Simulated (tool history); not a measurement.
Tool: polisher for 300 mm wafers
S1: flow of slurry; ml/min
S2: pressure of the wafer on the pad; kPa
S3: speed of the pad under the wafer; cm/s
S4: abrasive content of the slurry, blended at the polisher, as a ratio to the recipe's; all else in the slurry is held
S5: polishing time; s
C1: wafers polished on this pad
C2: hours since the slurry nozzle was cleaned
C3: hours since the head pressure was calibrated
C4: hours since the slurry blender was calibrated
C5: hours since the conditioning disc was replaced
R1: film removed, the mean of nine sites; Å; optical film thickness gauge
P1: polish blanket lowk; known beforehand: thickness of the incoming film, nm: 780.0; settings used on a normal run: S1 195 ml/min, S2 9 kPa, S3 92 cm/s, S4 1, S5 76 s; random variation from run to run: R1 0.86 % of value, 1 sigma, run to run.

{"run": 1, "hour": 9.1, "S1": 195, "S2": 9, "S3": 92, "S4": 1, "S5": 76, "C1": 403, "C2": 203.5, "C3": 219.3, "C4": 36.8, "C5": 130.1, "R1": 175.8}
{"run": 2, "hour": 18.6, "S1": 195, "S2": 9, "S3": 92, "S4": 1, "S5": 76, "C1": 502, "C2": 213, "C3": 228.8, "C4": 46.3, "C5": 139.6, "R1": 174.03}
{"hour": 25.0, "done": "worn pad replaced by a new one"}
{"run": 3, "hour": 29.8, "S1": 195, "S2": 9, "S3": 92, "S4": 1, "S5": 76, "C1": 50, "C2": 224.2, "C3": 240, "C4": 57.5, "C5": 150.8, "R1": 171.13}
{"run": 4, "hour": 44.5, "S1": 115, "S2": 9, "S3": 92, "S4": 1, "S5": 76, "C1": 202, "C2": 238.9, "C3": 254.7, "C4": 72.2, "C5": 165.5, "R1": 158.2}
{"run": 5, "hour": 54.5, "S1": 195, "S2": 9, "S3": 92, "S4": 1, "S5": 103, "C1": 305, "C2": 248.9, "C3": 264.7, "C4": 82.2, "C5": 175.5, "R1": 232.18}
{"run": 6, "hour": 63.7, "S1": 195, "S2": 9, "S3": 60, "S4": 1, "S5": 76, "C1": 400, "C2": 258.1, "C3": 273.9, "C4": 91.4, "C5": 184.7, "R1": 121.9}
{"run": 7, "hour": 76.4, "S1": 195, "S2": 4.1, "S3": 92, "S4": 1, "S5": 76, "C1": 531, "C2": 270.8, "C3": 286.6, "C4": 104.1, "C5": 197.4, "R1": 79.778}
{"run": 8, "hour": 84.3, "S1": 195, "S2": 13.8, "S3": 92, "S4": 1, "S5": 35, "C1": 612, "C2": 278.7, "C3": 294.5, "C4": 112, "C5": 205.3, "R1": 123.59}
{"run": 9, "hour": 94.4, "S1": 195, "S2": 9, "S3": 126, "S4": 1, "S5": 76, "C1": 716, "C2": 288.8, "C3": 304.6, "C4": 122.1, "C5": 215.4, "R1": 223.85}
{"run": 10, "hour": 102.7, "S1": 195, "S2": 9, "S3": 92, "S4": 1, "S5": 43, "C1": 802, "C2": 297.1, "C3": 312.9, "C4": 130.4, "C5": 223.7, "R1": 98.942}
{"run": 11, "hour": 116.1, "S1": 195, "S2": 9, "S3": 92, "S4": 0.55, "S5": 76, "C1": 940, "C2": 310.5, "C3": 326.3, "C4": 143.8, "C5": 237.1, "R1": 125.38}
{"run": 12, "hour": 130.4, "S1": 195, "S2": 9, "S3": 92, "S4": 1, "S5": 76, "C1": 1088, "C2": 324.8, "C3": 340.6, "C4": 158.1, "C5": 251.4, "R1": 171.59}
{"run": 13, "hour": 144.9, "S1": 195, "S2": 9, "S3": 92, "S4": 1.4, "S5": 76, "C1": 1238, "C2": 339.3, "C3": 355.1, "C4": 172.6, "C5": 265.9, "R1": 198.71}
{"run": 14, "hour": 158.9, "S1": 195, "S2": 9, "S3": 64, "S4": 1.25, "S5": 76, "C1": 1382, "C2": 353.3, "C3": 369.1, "C4": 186.6, "C5": 279.9, "R1": 142.71}
{"run": 15, "hour": 166.8, "S1": 305, "S2": 9, "S3": 92, "S4": 1, "S5": 76, "C1": 1464, "C2": 361.2, "C3": 377, "C4": 194.5, "C5": 287.8, "R1": 181.46}
{"run": 16, "hour": 177.8, "S1": 195, "S2": 9, "S3": 92, "S4": 1, "S5": 76, "C1": 1577, "C2": 372.2, "C3": 388, "C4": 205.5, "C5": 298.8, "R1": 169.67}
{"run": 17, "hour": 186.8, "S1": 195, "S2": 13.8, "S3": 92, "S4": 1, "S5": 76, "C1": 1670, "C2": 381.2, "C3": 397, "C4": 214.5, "C5": 307.8, "R1": 265.78}
{"run": 18, "hour": 193.3, "S1": 195, "S2": 9, "S3": 92, "S4": 1, "S5": 76, "C1": 1737, "C2": 387.7, "C3": 403.5, "C4": 221, "C5": 314.3, "R1": 173.94}
{"run": 19, "hour": 206.1, "S1": 195, "S2": 9, "S3": 92, "S4": 1, "S5": 76, "C1": 1869, "C2": 400.5, "C3": 416.3, "C4": 233.8, "C5": 327.1, "R1": 164.34}
{"run": 20, "hour": 216.3, "S1": 195, "S2": 9, "S3": 92, "S4": 1, "S5": 76, "C1": 1974, "C2": 410.7, "C3": 426.5, "C4": 244, "C5": 337.3, "R1": 156.8}
{"run": 21, "hour": 230.1, "S1": 195, "S2": 9, "S3": 92, "S4": 1, "S5": 76, "C1": 2117, "C2": 424.5, "C3": 440.3, "C4": 257.8, "C5": 351.1, "R1": 155.73}
{"hour": 235.1, "done": "worn pad replaced by a new one"}
{"hour": 239.8, "done": "slurry nozzle cleaned"}
{"hour": 240.6, "done": "conditioning disc replaced and pad reconditioned"}
{"run": 22, "hour": 244.6, "S1": 195, "S2": 9, "S3": 92, "S4": 1, "S5": 76, "C1": 98, "C2": 4.9, "C3": 454.8, "C4": 272.3, "C5": 4, "R1": 153.21}
{"run": 23, "hour": 258.4, "S1": 195, "S2": 9, "S3": 92, "S4": 1, "S5": 76, "C1": 241, "C2": 18.7, "C3": 468.6, "C4": 286.1, "C5": 17.8, "R1": 150.99}
{"run": 24, "hour": 266.6, "S1": 195, "S2": 9, "S3": 92, "S4": 1, "S5": 76, "C1": 325, "C2": 26.9, "C3": 476.8, "C4": 294.3, "C5": 26, "R1": 148.93}

The output of P1 has drifted from where it used to be. Each of the 2 causes below, taken at the size shown beside it, accounts for the log equally well:
A: abrasive missing from the slurry, % = 22.6
B: head's pressure below its setpoint, % = 11.7
Onset of the creep was near hour 193.3.
All other causes, with the reason each is excluded:
removal rate lost through wear of the pad, %: serviced at hour 235.1, after the drift had started, without restoring the earlier output
slurry flow missing at the pad, %: serviced at hour 239.8, after the drift had started, without restoring the earlier output
time polished since the conditioner stopped cutting, s: serviced at hour 240.6, after the drift had started, without restoring the earlier output

Each of the check runs listed below is run on 5 wafers and reports their average, with the results left as question marks. Pick the one under which the possible causes would lead to clearly different results.
{"run": "check 1", "hour": 274.8, "S1": 195, "S2": 12.4, "S3": 92, "S4": 1, "S5": 76, "R1": "?"}
{"run": "check 2", "hour": 274.8, "S1": 285, "S2": 9, "S3": 92, "S4": 1, "S5": 76, "R1": "?"}
{"run": "check 3", "hour": 274.8, "S1": 195, "S2": 9, "S3": 112, "S4": 0.6, "S5": 76, "R1": "?"}
{"run": "check 4", "hour": 274.8, "S1": 195, "S2": 9, "S3": 116, "S4": 1, "S5": 100, "R1": "?"}

What every check run would give for each of its results, assuming each possible cause in turn:
check=check_1 result=R1 if_A=210.67 if_B=210.71
check=check_2 result=R1 if_A=158.85 if_B=158.88
check=check_3 result=R1 if_A=132.34 if_B=136.7
check=check_4 result=R1 if_A=240.99 if_B=241.04
Per check, the gap between the least separated pair of causes, taken in the result that splits them most: check 1 0.02 %; check 2 0.02 %; check 3 3.24 %; check 4 0.02 %
Only in check 3 would the causes give clearly different results; in the remaining checks their results would be nearly the same.

Then check 3 was run and gave: R1 136.45 Å. Which cause is it?

The cause is B: head's pressure below its setpoint, %.

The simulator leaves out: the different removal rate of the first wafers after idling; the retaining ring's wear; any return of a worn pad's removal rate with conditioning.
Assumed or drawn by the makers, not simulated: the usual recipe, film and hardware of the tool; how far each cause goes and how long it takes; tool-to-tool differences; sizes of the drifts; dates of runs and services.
